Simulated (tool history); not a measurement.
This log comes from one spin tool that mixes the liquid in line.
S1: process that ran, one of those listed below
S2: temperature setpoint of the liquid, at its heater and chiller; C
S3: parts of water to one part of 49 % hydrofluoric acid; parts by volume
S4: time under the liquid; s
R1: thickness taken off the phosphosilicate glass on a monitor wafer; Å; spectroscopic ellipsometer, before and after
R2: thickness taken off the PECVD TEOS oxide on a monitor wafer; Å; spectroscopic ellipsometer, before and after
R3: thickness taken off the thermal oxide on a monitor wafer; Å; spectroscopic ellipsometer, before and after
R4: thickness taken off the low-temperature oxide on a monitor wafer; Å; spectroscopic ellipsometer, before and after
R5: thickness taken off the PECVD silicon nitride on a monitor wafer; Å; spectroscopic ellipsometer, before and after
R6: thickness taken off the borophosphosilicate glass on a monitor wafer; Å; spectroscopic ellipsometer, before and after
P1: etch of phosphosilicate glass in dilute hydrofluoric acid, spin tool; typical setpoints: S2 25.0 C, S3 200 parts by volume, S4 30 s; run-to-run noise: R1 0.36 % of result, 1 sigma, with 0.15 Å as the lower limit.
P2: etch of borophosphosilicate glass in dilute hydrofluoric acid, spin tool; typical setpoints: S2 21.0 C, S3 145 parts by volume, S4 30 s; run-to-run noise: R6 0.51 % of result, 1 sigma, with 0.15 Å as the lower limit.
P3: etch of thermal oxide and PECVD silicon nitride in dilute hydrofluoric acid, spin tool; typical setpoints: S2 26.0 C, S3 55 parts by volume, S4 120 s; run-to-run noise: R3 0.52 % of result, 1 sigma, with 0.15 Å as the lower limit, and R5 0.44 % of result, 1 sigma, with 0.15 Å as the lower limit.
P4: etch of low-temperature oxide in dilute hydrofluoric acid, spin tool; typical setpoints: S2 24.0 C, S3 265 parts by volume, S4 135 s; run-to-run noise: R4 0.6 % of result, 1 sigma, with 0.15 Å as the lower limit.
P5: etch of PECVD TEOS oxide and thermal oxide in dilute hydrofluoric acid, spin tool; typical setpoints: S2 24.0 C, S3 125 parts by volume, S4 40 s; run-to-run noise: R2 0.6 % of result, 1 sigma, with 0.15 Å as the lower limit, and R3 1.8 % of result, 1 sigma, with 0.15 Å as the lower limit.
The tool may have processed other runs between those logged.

{"run": 1, "hour": 13.0, "S1": "P1", "S2": 25.0, "S3": 200, "S4": 30, "R1": 93.905}
{"run": 2, "hour": 25.7, "S1": "P1", "S2": 25.0, "S3": 200, "S4": 30, "R1": 94.147}
{"run": 3, "hour": 39.7, "S1": "P5", "S2": 24.0, "S3": 125, "S4": 40, "R2": 51.99, "R3": 13.696}
{"run": 4, "hour": 48.0, "S1": "P4", "S2": 24.0, "S3": 265, "S4": 15, "R4": 4.9424}
{"run": 5, "hour": 60.1, "S1": "P1", "S2": 25.0, "S3": 85, "S4": 15, "R1": 126.65}
{"run": 6, "hour": 70.9, "S1": "P3", "S2": 26.0, "S3": 55, "S4": 225, "R3": 212.08, "R5": 206.18}
{"run": 7, "hour": 79.8, "S1": "P2", "S2": 21.0, "S3": 55, "S4": 30, "R6": 163.43}
{"hour": 91.0, "done": "thermometer replaced"}
{"run": 8, "hour": 95.0, "S1": "P5", "S2": 24.0, "S3": 185, "S4": 40, "R2": 33.221, "R3": 8.9545}
{"run": 9, "hour": 107.0, "S1": "P3", "S2": 26.0, "S3": 20, "S4": 120, "R3": 327.71, "R5": 293.85}
{"run": 10, "hour": 122.2, "S1": "P3", "S2": 26.0, "S3": 55, "S4": 120, "R3": 114.47, "R5": 109.54}
{"run": 11, "hour": 129.0, "S1": "P1", "S2": 25.0, "S3": 200, "S4": 15, "R1": 46.626}
{"run": 12, "hour": 138.2, "S1": "P1", "S2": 25.0, "S3": 200, "S4": 30, "R1": 94.413}
{"run": 13, "hour": 148.7, "S1": "P1", "S2": 25.0, "S3": 350, "S4": 30, "R1": 46.065}
{"run": 14, "hour": 158.3, "S1": "P1", "S2": 25.0, "S3": 200, "S4": 30, "R1": 94.109}
{"run": 15, "hour": 167.9, "S1": "P4", "S2": 24.0, "S3": 475, "S4": 135, "R4": 20.156}
{"run": 16, "hour": 176.0, "S1": "P1", "S2": 21.0, "S3": 200, "S4": 30, "R1": 80.568}
{"run": 17, "hour": 190.6, "S1": "P1", "S2": 25.0, "S3": 200, "S4": 30, "R1": 93.624}
{"run": 18, "hour": 200.8, "S1": "P2", "S2": 21.0, "S3": 145, "S4": 30, "R6": 56.076}
{"run": 19, "hour": 211.0, "S1": "P5", "S2": 32.0, "S3": 125, "S4": 40, "R2": 71.115, "R3": 18.482}
{"run": 20, "hour": 220.3, "S1": "P2", "S2": 21.0, "S3": 145, "S4": 15, "R6": 27.826}
{"run": 21, "hour": 232.6, "S1": "P5", "S2": 24.0, "S3": 125, "S4": 60, "R2": 78.489, "R3": 20.471}
{"run": 22, "hour": 240.0, "S1": "P1", "S2": 25.0, "S3": 35, "S4": 30, "R1": 656.7}
{"run": 23, "hour": 249.1, "S1": "P4", "S2": 24.0, "S3": 265, "S4": 135, "R4": 44.418}
{"run": 24, "hour": 260.0, "S1": "P1", "S2": 25.0, "S3": 200, "S4": 30, "R1": 92.972}
{"run": 25, "hour": 272.0, "S1": "P2", "S2": 27.5, "S3": 145, "S4": 30, "R6": 72.589}
{"run": 26, "hour": 285.6, "S1": "P1", "S2": 29.0, "S3": 200, "S4": 30, "R1": 107.64}
{"run": 27, "hour": 294.7, "S1": "P1", "S2": 25.0, "S3": 200, "S4": 55, "R1": 172.93}
{"run": 28, "hour": 303.2, "S1": "P5", "S2": 24.0, "S3": 125, "S4": 40, "R2": 52.634, "R3": 14.022}
{"run": 29, "hour": 314.2, "S1": "P3", "S2": 34.0, "S3": 55, "S4": 120, "R3": 154.81, "R5": 184.34}
{"run": 30, "hour": 324.5, "S1": "P4", "S2": 18.5, "S3": 265, "S4": 135, "R4": 35.923}
{"run": 31, "hour": 333.1, "S1": "P1", "S2": 25.0, "S3": 200, "S4": 30, "R1": 93.532}
{"run": 32, "hour": 340.0, "S1": "P1", "S2": 25.0, "S3": 200, "S4": 30, "R1": 93.74}
{"run": 33, "hour": 349.9, "S1": "P1", "S2": 25.0, "S3": 200, "S4": 30, "R1": 90.577}
{"run": 34, "hour": 364.2, "S1": "P1", "S2": 25.0, "S3": 200, "S4": 30, "R1": 88.676}
{"run": 35, "hour": 375.8, "S1": "P1", "S2": 25.0, "S3": 200, "S4": 30, "R1": 87.398}
{"run": 36, "hour": 383.3, "S1": "P1", "S2": 25.0, "S3": 200, "S4": 30, "R1": 87.919}
{"run": 37, "hour": 390.9, "S1": "P1", "S2": 25.0, "S3": 200, "S4": 30, "R1": 87.381}
{"run": 38, "hour": 399.8, "S1": "P1", "S2": 25.0, "S3": 200, "S4": 30, "R1": 86.439}

Compared with where it was, what P1 gives has crept away. Each cause listed below fits the log as well as the rest, at the size given for it:
A: hydrofluoric acid flow below the setpoint (%) = 6.1
B: liquid colder than its thermometer reads (K) = 2.09
The creep began at about hour 340.0.

4 check runs are offered, one wafer each, their results left as question marks. Which one tells the causes apart?
{"run": "check 1", "hour": 408.7, "S1": "P5", "S2": 29.0, "S3": 175, "S4": 40, "R2": "?", "R3": "?"}
{"run": "check 2", "hour": 408.7, "S1": "P3", "S2": 26.0, "S3": 55, "S4": 200, "R3": "?", "R5": "?"}
{"run": "check 3", "hour": 408.7, "S1": "P4", "S2": 18.5, "S3": 265, "S4": 20, "R4": "?"}
{"run": "check 4", "hour": 408.7, "S1": "P2", "S2": 27.0, "S3": 145, "S4": 15, "R6": "?"}

Outcome of each check run for each possible cause:
check=check_1 result=R2 if_A=39.430 if_B=39.495
check=check_1 result=R3 if_A=10.3790 if_B=10.3960
check=check_2 result=R3 if_A=176.4400 if_B=173.4300
check=check_2 result=R5 if_A=172.17 if_B=159.30
check=check_3 result=R4 if_A=4.9443 if_B=4.9346
check=check_4 result=R6 if_A=32.679 if_B=32.545
Per-check spread between the two closest causes, in the result where they differ most: check 1 0.16 %; check 2 7.77 %; check 3 0.2 %; check 4 0.41 %
Only check 2 tells the causes apart: in the others they would give nearly the same result.

Check 2 was carried out, with these results: R3 176.2900 Å; R5 171.52 Å. Which of the listed causes is responsible?

A is the cause: hydrofluoric acid flow below the setpoint (%).
